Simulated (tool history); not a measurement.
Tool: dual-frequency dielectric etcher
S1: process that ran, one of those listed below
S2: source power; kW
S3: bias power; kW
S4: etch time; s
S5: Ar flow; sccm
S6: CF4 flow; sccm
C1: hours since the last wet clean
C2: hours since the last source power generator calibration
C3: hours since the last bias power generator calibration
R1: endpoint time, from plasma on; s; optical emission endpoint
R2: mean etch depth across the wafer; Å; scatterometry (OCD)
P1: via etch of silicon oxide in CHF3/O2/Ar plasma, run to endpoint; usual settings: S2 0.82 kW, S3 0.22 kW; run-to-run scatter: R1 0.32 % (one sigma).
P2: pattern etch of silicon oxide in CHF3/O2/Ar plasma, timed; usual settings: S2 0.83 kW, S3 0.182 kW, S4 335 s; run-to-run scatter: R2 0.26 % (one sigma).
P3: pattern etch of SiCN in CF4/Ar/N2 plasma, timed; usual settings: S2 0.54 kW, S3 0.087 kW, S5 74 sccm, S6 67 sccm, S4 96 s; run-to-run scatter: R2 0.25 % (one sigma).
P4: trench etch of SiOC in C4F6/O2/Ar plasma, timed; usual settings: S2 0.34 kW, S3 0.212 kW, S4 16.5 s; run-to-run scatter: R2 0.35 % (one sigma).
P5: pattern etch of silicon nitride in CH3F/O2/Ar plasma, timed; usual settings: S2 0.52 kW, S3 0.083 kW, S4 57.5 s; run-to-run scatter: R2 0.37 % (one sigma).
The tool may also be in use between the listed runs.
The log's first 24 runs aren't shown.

run,hour,S1,S2,S3,S4,S5,S6,C1,C2,C3,R1,R2
25,84.8,P1,0.82,0.22,,,,190.5,2777.1,20.6,226.31,
26,88.5,P2,0.83,0.182,184.5,,,194.2,2780.8,24.3,,4171
27,93,P3,0.54,0.087,96,74,67,198.7,2785.3,28.8,,1085.2
28,96,P1,0.82,0.162,,,,201.7,2788.3,31.8,252.43,
29,100.8,P1,1,0.22,,,,206.5,2793.1,36.6,210.95,
30,104.9,P1,0.54,0.263,,,,210.6,2797.2,40.7,248.91,
31,109.1,P1,0.82,0.22,,,,214.8,2801.4,44.9,227.22,
32,112.1,P1,0.82,0.22,,,,217.8,2804.4,47.9,225.74,
33,116.5,P5,0.52,0.083,73,,,222.2,2808.8,52.3,,602.2
34,119.8,P1,0.82,0.22,,,,225.5,2812.1,55.6,226.03,
35,122.3,P1,0.82,0.22,,,,228,2814.6,58.1,227.31,
36,125.6,P1,0.82,0.22,,,,231.3,2817.9,61.4,225.34,
37,129.7,P1,0.82,0.22,,,,235.4,2822,65.5,224.84,

Run 38 comes next. What will it give?
38,133.6,P1,0.82,0.22,,,,239.3,2825.9,69.4,?,

Run 38 gave R1 223.46 s.
